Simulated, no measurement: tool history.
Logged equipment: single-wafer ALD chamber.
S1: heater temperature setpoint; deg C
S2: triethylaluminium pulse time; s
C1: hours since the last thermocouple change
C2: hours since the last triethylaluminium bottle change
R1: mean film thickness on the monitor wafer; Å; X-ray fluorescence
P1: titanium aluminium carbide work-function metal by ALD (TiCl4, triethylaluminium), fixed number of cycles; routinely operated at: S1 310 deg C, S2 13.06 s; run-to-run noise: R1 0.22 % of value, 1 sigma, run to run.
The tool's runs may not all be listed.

run	hour	S1	S2	C1	C2	R1
1	2.6	310	13.06	1940.6	234.3	22.209
2	6.1	310	13.06	1944.1	237.8	22.149
3	9.8	310	13.06	1947.8	241.5	22.147
4	13.3	327	13.06	1951.3	245.0	23.769
5	16.9	299	18.57	1954.9	248.6	21.442
# hour 19.5: triethylaluminium bottle replaced
6	19.8	310	21.55	1957.8	0.3	22.435
7	24.6	310	13.06	1962.6	5.1	22.243
8	28.9	310	13.06	1966.9	9.4	22.277
9	33.0	292	18.13	1971.0	13.5	20.786
10	36.1	310	6.27	1974.1	16.6	19.865
11	39.7	285	13.06	1977.7	20.2	20.002
12	43.0	310	13.06	1981.0	23.5	22.156
13	46.0	310	13.06	1984.0	26.5	22.176
14	50.2	310	13.06	1988.2	30.7	22.068
15	54.0	310	13.06	1992.0	34.5	21.972
16	56.1	310	13.06	1994.1	36.6	21.959
17	60.1	310	13.06	1998.1	40.6	21.873
18	65.0	310	13.06	2003.0	45.5	21.938
19	67.1	310	13.06	2005.1	47.6	21.824

What P1 gives has crept away from where it was. These 2 causes fit the log equally well, each at the size given:
A: wafer temperature below the value expected at the setpoint (K) = 3.96
B: triethylaluminium dose below that of a fresh bottle (%) = 20.2
The process output started creeping at around hour 46.0.

The check runs listed below each take one wafer, and their results are still question marks. Under which run would the listed causes lead to clearly different results?
check 1	69.2	297	13.06			?
check 2	69.2	298	9.42			?
check 3	69.2	288	13.06			?
check 4	69.2	325	13.06			?

What every check run would give for each of its results, assuming each possible cause in turn:
check	result	if A	if B
check 1	R1	20.632	20.647
check 2	R1	20.142	19.728
check 3	R1	19.808	19.835
check 4	R1	23.234	23.214
Gap, in per cent, between the two causes that each check separates least, read from the result that separates them most: check 1 0.08 %; check 2 2.07 %; check 3 0.13 %; check 4 0.08 %
Only in check 2 would the causes give clearly different results; in the remaining checks their results would be nearly the same.

The results of check 2 are: R1 19.715 Å. Based on these, which of the listed causes is it?

It is B: triethylaluminium dose below that of a fresh bottle (%).
